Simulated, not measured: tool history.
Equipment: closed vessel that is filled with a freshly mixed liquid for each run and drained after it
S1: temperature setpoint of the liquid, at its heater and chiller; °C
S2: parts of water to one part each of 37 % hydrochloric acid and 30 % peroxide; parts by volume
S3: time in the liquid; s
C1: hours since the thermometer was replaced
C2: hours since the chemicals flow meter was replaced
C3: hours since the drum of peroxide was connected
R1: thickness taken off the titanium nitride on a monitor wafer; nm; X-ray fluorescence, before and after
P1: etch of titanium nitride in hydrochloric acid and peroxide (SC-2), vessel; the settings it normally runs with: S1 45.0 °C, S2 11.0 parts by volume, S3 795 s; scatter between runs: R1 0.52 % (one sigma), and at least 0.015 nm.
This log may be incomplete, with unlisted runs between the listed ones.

run	day	S1	S2	S3	C1	C2	C3	R1
1	0.512	45.0	11.0	795	949.4	979.3	386.4	7.69710
# day 0.933: thermometer replaced
2	0.979	45.0	11.0	795	1.1	990.5	397.6	7.70240
3	1.588	61.0	11.0	795	15.7	1005.1	412.2	22.00500
4	2.271	45.0	11.0	795	32.1	1021.5	428.6	7.67960
5	2.633	45.0	11.0	795	40.8	1030.2	437.3	7.67460
6	3.200	45.0	11.0	795	54.4	1043.8	450.9	7.65790
7	3.812	45.0	11.0	795	69.1	1058.5	465.6	7.67340
# day 4.183: chemicals flow meter replaced
8	4.183	45.0	4.0	795	78.0	0.1	474.5	16.65300
9	4.671	45.0	20.0	795	89.7	11.8	486.2	4.50110
10	5.183	38.5	16.5	795	102.0	24.1	498.5	3.38380
11	5.858	45.0	11.0	1500	118.2	40.3	514.7	14.60400
12	6.400	35.0	11.0	795	131.2	53.3	527.7	3.77010

Forecast run 13:
13	6.912	45.0	11.0	30	143.5	65.6	540.0	?

R1: 0.27031 nm

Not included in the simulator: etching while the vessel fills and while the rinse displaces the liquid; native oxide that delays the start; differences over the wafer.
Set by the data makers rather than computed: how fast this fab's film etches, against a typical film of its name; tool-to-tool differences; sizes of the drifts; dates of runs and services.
